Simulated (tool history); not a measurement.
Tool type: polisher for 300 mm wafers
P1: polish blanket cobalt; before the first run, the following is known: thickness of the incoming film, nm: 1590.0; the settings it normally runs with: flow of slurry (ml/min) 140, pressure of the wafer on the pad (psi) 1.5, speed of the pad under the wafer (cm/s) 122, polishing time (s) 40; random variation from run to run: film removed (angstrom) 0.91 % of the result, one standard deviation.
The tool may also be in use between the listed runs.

run,hour,flow of slurry (ml/min),pressure of the wafer on the pad (psi),speed of the pad under the wafer (cm/s),polishing time (s),film removed (angstrom)
1,15.2,140,1.5,122,40,1562.4
2,25.5,140,2.1,122,40,2160
3,35.7,140,1.5,122,40,1588.9
4,48,205,1.5,122,40,1674.6
5,57.7,140,1.5,122,21,835.55
6,73.3,140,1.5,122,40,1551.6
7,88.3,140,0.9,122,40,934.78
8,96.6,140,1.5,122,62,2407.8
9,107.1,140,1.5,56,40,713.83
# hour 113.3: slurry nozzle cleaned
10,119.6,200,1.5,182,40,2469.8
11,134,140,1.5,122,40,1573.5
12,142.3,140,2,154,40,2652
13,154.9,140,1.5,122,40,1553
14,163.2,140,1.5,166,40,2095.2
15,175.2,100,1.5,122,40,1448
16,183,140,1.5,122,40,1562.5
17,199.1,140,1.5,122,40,1490.8
18,209.3,140,1.5,122,40,1475.2
19,225.4,140,1.5,122,40,1436
# hour 226.1: worn pad replaced by a new one
20,235.5,140,1.5,122,40,1444.9
21,246.9,140,1.5,122,40,1433.3
22,260,140,1.5,122,40,1413.6
23,274.2,140,1.5,122,40,1383
24,287.7,140,1.5,122,40,1417.8

The output of P1 has drifted from where it used to be. Each of the 2 causes below, taken at the size shown beside it, accounts for the log equally well:
A: head's pressure below its setpoint, % = 10.1
B: slurry flow missing at the pad, % = 37.2
The process output started creeping at around hour 183.
Every other cause this tool's parts could produce, and why it does not fit the log:
removal rate lost through wear of the pad, %: was serviced at hour 226.1, once the creep was under way, yet the earlier output never came back

Which of the check runs below tells the causes apart, meaning the causes would give it clearly different results? Each run uses 5 wafers whose results are averaged, and each result is shown as a question mark.
check 1,301.2,105,1.5,122,40,?
check 2,301.2,140,1.5,96,40,?
check 3,301.2,140,1.5,56,40,?
check 4,301.2,140,1.2,122,40,?

Outcome of each check run for each possible cause:
check,result,if A,if B
check 1,film removed (angstrom),1326,1286.4
check 2,film removed (angstrom),1108.5,1108.6
check 3,film removed (angstrom),646.63,646.7
check 4,film removed (angstrom),1127,1127.1
Per-check spread between the two closest causes, in the result where they differ most: check 1 3.03 %; check 2 0.01 %; check 3 0.01 %; check 4 0.01 %
Of the check runs offered, only check 1 discriminates between the causes; the rest would read about the same regardless of which cause applies.

The results of check 1 are: film removed (angstrom) 1285.9. Based on these, which of the listed causes is it?

The correct cause is B, namely: slurry flow missing at the pad, %.
